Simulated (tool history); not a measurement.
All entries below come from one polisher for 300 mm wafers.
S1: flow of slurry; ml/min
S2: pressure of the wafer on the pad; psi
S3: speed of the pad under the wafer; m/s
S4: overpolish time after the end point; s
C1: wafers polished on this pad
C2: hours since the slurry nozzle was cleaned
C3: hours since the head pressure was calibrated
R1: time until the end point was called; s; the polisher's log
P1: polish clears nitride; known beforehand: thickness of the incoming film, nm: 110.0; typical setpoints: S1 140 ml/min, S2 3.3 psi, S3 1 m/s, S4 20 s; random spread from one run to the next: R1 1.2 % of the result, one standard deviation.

run	hour	S1	S2	S3	S4	C1	C2	C3	R1
1	4.5	140	3.3	1	20	155	407.2	942.6	123.08
2	8.2	140	3.3	1	20	171	410.9	946.3	122.25
# hour 9.4: head pressure recalibrated
3	11.1	85	3.3	1	20	184	413.8	1.8	140.14
4	15.7	140	3.3	0.44	20	204	418.4	6.4	275.43
5	20.8	185	3.3	1	20	227	423.5	11.5	115.87
6	26.2	140	3.3	1.52	20	250	428.9	16.9	81.641
7	30.7	140	5.1	1	20	270	433.4	21.4	78.36
8	33.3	140	1.6	1	20	281	436	24	251.58
9	37.5	140	3.3	1	20	300	440.2	28.2	123.41
10	42.7	140	3.3	1	20	323	445.4	33.4	121.85
11	47.8	220	3.3	1.46	20	345	450.5	38.5	78.759
12	52.3	140	3.3	1	20	365	455	43	119.64
# hour 55.2: slurry nozzle cleaned
13	55.7	140	3.3	1	40	380	0.5	46.4	124.29

Run 14 is up next; what results do you expect?
14	60.4	140	3.3	1	20	400	5.2	51.1	?

R1: 123.01 s
